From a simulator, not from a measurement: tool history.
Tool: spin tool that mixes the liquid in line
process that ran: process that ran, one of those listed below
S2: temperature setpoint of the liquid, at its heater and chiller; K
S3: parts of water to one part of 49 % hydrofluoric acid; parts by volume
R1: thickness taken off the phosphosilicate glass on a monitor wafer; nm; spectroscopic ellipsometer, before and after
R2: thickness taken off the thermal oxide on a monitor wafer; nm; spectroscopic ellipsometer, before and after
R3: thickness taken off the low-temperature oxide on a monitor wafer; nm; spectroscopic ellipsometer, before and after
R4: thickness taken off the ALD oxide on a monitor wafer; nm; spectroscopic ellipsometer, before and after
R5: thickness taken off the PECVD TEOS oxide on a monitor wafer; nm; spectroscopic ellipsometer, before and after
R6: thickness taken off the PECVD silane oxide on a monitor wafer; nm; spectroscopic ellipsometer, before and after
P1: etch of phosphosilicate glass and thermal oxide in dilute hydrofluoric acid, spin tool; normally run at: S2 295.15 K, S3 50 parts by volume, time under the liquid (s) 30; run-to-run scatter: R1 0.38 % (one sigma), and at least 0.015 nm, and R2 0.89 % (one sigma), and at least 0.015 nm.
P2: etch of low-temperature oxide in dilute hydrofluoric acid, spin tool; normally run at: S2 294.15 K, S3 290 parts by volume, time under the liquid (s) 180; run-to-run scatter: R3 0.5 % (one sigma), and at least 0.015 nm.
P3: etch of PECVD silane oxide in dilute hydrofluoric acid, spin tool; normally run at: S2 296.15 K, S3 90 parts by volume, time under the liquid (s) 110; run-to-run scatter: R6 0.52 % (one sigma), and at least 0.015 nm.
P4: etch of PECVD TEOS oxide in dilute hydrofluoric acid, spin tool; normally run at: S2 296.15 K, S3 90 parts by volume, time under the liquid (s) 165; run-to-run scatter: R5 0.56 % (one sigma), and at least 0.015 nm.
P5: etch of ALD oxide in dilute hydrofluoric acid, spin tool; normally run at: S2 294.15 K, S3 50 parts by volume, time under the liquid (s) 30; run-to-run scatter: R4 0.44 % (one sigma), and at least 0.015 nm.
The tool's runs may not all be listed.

{"run": 1, "hour": 13.0, "process that ran": "P1", "S2": 295.15, "S3": 50, "time under the liquid (s)": 30, "R1": 69.455, "R2": 2.8599}
{"run": 2, "hour": 26.8, "process that ran": "P1", "S2": 295.15, "S3": 50, "time under the liquid (s)": 30, "R1": 69.673, "R2": 2.8951}
{"run": 3, "hour": 33.5, "process that ran": "P1", "S2": 295.15, "S3": 50, "time under the liquid (s)": 50, "R1": 115.51, "R2": 4.7793}
{"run": 4, "hour": 46.5, "process that ran": "P2", "S2": 294.15, "S3": 410, "time under the liquid (s)": 180, "R3": 3.0307}
{"run": 5, "hour": 60.5, "process that ran": "P1", "S2": 290.15, "S3": 50, "time under the liquid (s)": 30, "R1": 56.437, "R2": 2.3032}
{"run": 6, "hour": 73.3, "process that ran": "P2", "S2": 294.15, "S3": 290, "time under the liquid (s)": 180, "R3": 4.7394}
{"run": 7, "hour": 87.7, "process that ran": "P2", "S2": 294.15, "S3": 290, "time under the liquid (s)": 300, "R3": 7.928}
{"run": 8, "hour": 95.9, "process that ran": "P5", "S2": 294.15, "S3": 50, "time under the liquid (s)": 30, "R4": 6.1866}
{"run": 9, "hour": 103.9, "process that ran": "P1", "S2": 295.15, "S3": 20, "time under the liquid (s)": 30, "R1": 181.07, "R2": 7.5823}
{"run": 10, "hour": 114.1, "process that ran": "P4", "S2": 303.15, "S3": 90, "time under the liquid (s)": 165, "R5": 40.262}
{"run": 11, "hour": 122.8, "process that ran": "P1", "S2": 295.15, "S3": 50, "time under the liquid (s)": 30, "R1": 69.376, "R2": 2.8484}
{"run": 12, "hour": 136.9, "process that ran": "P1", "S2": 295.15, "S3": 50, "time under the liquid (s)": 30, "R1": 69.655, "R2": 2.9189}
{"run": 13, "hour": 143.8, "process that ran": "P3", "S2": 296.15, "S3": 90, "time under the liquid (s)": 110, "R6": 39.967}
{"run": 14, "hour": 158.0, "process that ran": "P5", "S2": 294.15, "S3": 50, "time under the liquid (s)": 45, "R4": 9.1666}
{"run": 15, "hour": 172.9, "process that ran": "P5", "S2": 298.15, "S3": 50, "time under the liquid (s)": 30, "R4": 7.3044}
{"run": 16, "hour": 188.0, "process that ran": "P5", "S2": 294.15, "S3": 20, "time under the liquid (s)": 30, "R4": 16.017}
{"run": 17, "hour": 199.6, "process that ran": "P2", "S2": 290.15, "S3": 290, "time under the liquid (s)": 180, "R3": 4.1064}
{"run": 18, "hour": 213.2, "process that ran": "P1", "S2": 295.15, "S3": 50, "time under the liquid (s)": 15, "R1": 34.717, "R2": 1.4406}
{"run": 19, "hour": 224.5, "process that ran": "P3", "S2": 296.15, "S3": 145, "time under the liquid (s)": 110, "R6": 23.098}
{"run": 20, "hour": 238.7, "process that ran": "P1", "S2": 295.15, "S3": 50, "time under the liquid (s)": 30, "R1": 69.388, "R2": 2.8749}
{"run": 21, "hour": 246.4, "process that ran": "P2", "S2": 294.15, "S3": 290, "time under the liquid (s)": 180, "R3": 4.7385}
{"run": 22, "hour": 257.0, "process that ran": "P3", "S2": 290.15, "S3": 90, "time under the liquid (s)": 110, "R6": 31.01}
{"run": 23, "hour": 270.8, "process that ran": "P1", "S2": 295.15, "S3": 80, "time under the liquid (s)": 30, "R1": 42.026, "R2": 1.7653}
{"run": 24, "hour": 281.4, "process that ran": "P1", "S2": 290.15, "S3": 90, "time under the liquid (s)": 30, "R1": 29.98, "R2": 1.2537}
{"run": 25, "hour": 294.0, "process that ran": "P1", "S2": 302.15, "S3": 50, "time under the liquid (s)": 30, "R1": 93.413, "R2": 3.8647}
{"run": 26, "hour": 303.4, "process that ran": "P3", "S2": 296.15, "S3": 90, "time under the liquid (s)": 20, "R6": 7.2733}
{"run": 27, "hour": 313.8, "process that ran": "P4", "S2": 296.15, "S3": 90, "time under the liquid (s)": 165, "R5": 30.838}
{"run": 28, "hour": 321.0, "process that ran": "P4", "S2": 296.15, "S3": 90, "time under the liquid (s)": 165, "R5": 30.488}
{"run": 29, "hour": 331.6, "process that ran": "P4", "S2": 296.15, "S3": 35, "time under the liquid (s)": 165, "R5": 84.586}
{"run": 30, "hour": 345.2, "process that ran": "P1", "S2": 295.15, "S3": 20, "time under the liquid (s)": 60, "R1": 360.41, "R2": 15.194}
{"run": 31, "hour": 358.4, "process that ran": "P4", "S2": 296.15, "S3": 90, "time under the liquid (s)": 15, "R5": 2.7953}
{"run": 32, "hour": 369.5, "process that ran": "P1", "S2": 295.15, "S3": 50, "time under the liquid (s)": 30, "R1": 69.844, "R2": 2.8914}
{"run": 33, "hour": 376.2, "process that ran": "P1", "S2": 295.15, "S3": 50, "time under the liquid (s)": 30, "R1": 72.066, "R2": 3.0151}
{"run": 34, "hour": 391.4, "process that ran": "P1", "S2": 295.15, "S3": 50, "time under the liquid (s)": 30, "R1": 74.922, "R2": 3.1534}
{"run": 35, "hour": 406.6, "process that ran": "P1", "S2": 295.15, "S3": 50, "time under the liquid (s)": 30, "R1": 76.162, "R2": 3.2211}
{"run": 36, "hour": 415.7, "process that ran": "P1", "S2": 295.15, "S3": 50, "time under the liquid (s)": 30, "R1": 76.025, "R2": 3.2146}
{"run": 37, "hour": 424.9, "process that ran": "P1", "S2": 295.15, "S3": 50, "time under the liquid (s)": 30, "R1": 76.447, "R2": 3.2131}
{"run": 38, "hour": 432.1, "process that ran": "P1", "S2": 295.15, "S3": 50, "time under the liquid (s)": 30, "R1": 76.308, "R2": 3.2677}
{"run": 39, "hour": 443.2, "process that ran": "P1", "S2": 295.15, "S3": 50, "time under the liquid (s)": 30, "R1": 76.212, "R2": 3.1837}

What P1 gives has crept away from where it was. These 2 causes fit the log equally well, each at the size given:
A: liquid hotter than its thermometer reads (K) = 2.26
B: hydrofluoric acid flow above the setpoint (%) = 9.21
The creep began at about hour 369.5.

4 check runs are offered, each on 2 wafers whose results are averaged, their results left as question marks. Which one tells the causes apart?
{"run": "check 1", "hour": 454.3, "process that ran": "P5", "S2": 294.15, "S3": 50, "time under the liquid (s)": 30, "R4": "?"}
{"run": "check 2", "hour": 454.3, "process that ran": "P2", "S2": 294.15, "S3": 290, "time under the liquid (s)": 180, "R3": "?"}
{"run": "check 3", "hour": 454.3, "process that ran": "P3", "S2": 296.15, "S3": 90, "time under the liquid (s)": 110, "R6": "?"}
{"run": "check 4", "hour": 454.3, "process that ran": "P4", "S2": 296.15, "S3": 90, "time under the liquid (s)": 165, "R5": "?"}

What each check would give under each cause:
check=check_1 result=R4 if_A=6.7702 if_B=6.7633
check=check_2 result=R3 if_A=5.1406 if_B=5.2975
check=check_3 result=R6 if_A=43.532 if_B=43.851
check=check_4 result=R5 if_A=33.5 if_B=33.745
How far apart the two closest causes lie, in the result that separates them most: check 1 0.1 %; check 2 3.01 %; check 3 0.73 %; check 4 0.73 %
Check 2 tells the causes apart: in the others they would give nearly the same result.

Check 2 was then run and gave: R3 5.3029 nm. Which cause is it?

It is B: hydrofluoric acid flow above the setpoint (%).

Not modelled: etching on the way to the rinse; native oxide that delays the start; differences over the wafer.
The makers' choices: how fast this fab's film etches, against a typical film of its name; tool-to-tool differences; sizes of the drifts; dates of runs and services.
